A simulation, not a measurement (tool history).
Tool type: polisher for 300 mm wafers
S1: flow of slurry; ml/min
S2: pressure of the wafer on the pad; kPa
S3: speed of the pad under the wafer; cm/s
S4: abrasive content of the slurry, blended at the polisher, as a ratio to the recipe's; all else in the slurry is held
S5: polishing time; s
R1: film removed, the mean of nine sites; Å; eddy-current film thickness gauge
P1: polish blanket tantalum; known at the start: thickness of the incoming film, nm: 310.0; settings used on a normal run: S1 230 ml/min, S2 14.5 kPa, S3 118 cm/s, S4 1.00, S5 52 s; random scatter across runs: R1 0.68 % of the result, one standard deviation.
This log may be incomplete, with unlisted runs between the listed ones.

run 1 day=0.212 | S1=230 S2=14.5 S3=118 S4=1.00 S5=52 | R1=1240.10
run 2 day=0.492 | S1=230 S2=22.1 S3=118 S4=1.00 S5=52 | R1=1882.80
run 3 day=0.929 | S1=150 S2=14.5 S3=118 S4=1.00 S5=52 | R1=1176.10
run 4 day=1.175 | S1=285 S2=14.5 S3=118 S4=0.60 S5=52 | R1=1056.30
run 5 day=1.592 | S1=230 S2=14.5 S3=54 S4=1.00 S5=52 | R1=562.69
-- day=1.675 slurry blender recalibrated
run 6 day=1.825 | S1=315 S2=14.5 S3=118 S4=1.00 S5=52 | R1=1272.40
run 7 day=2.183 | S1=230 S2=14.5 S3=118 S4=1.00 S5=67 | R1=1587.60
run 8 day=2.479 | S1=230 S2=14.5 S3=118 S4=1.00 S5=52 | R1=1235.80
run 9 day=2.838 | S1=230 S2=14.5 S3=118 S4=1.00 S5=52 | R1=1242.40
run 10 day=3.104 | S1=230 S2=14.5 S3=118 S4=0.65 S5=52 | R1=1070.40
run 11 day=3.412 | S1=230 S2=14.5 S3=148 S4=1.00 S5=26 | R1=771.88
run 12 day=3.762 | S1=230 S2=14.5 S3=118 S4=1.50 S5=52 | R1=1349.20
run 13 day=4.042 | S1=230 S2=14.5 S3=180 S4=1.00 S5=52 | R1=1882.00
run 14 day=4.262 | S1=230 S2=14.5 S3=118 S4=1.00 S5=23 | R1=544.33
run 15 day=4.679 | S1=300 S2=14.5 S3=156 S4=1.00 S5=52 | R1=1685.20
run 16 day=4.992 | S1=230 S2=14.5 S3=118 S4=1.00 S5=52 | R1=1239.40
run 17 day=5.408 | S1=230 S2=6.2 S3=118 S4=1.00 S5=52 | R1=531.98

Forecast run 18:
run 18 day=5.696 | S1=230 S2=14.5 S3=118 S4=1.00 S5=52 | R1=?

{"run 18": {"R1": 1236.7}}
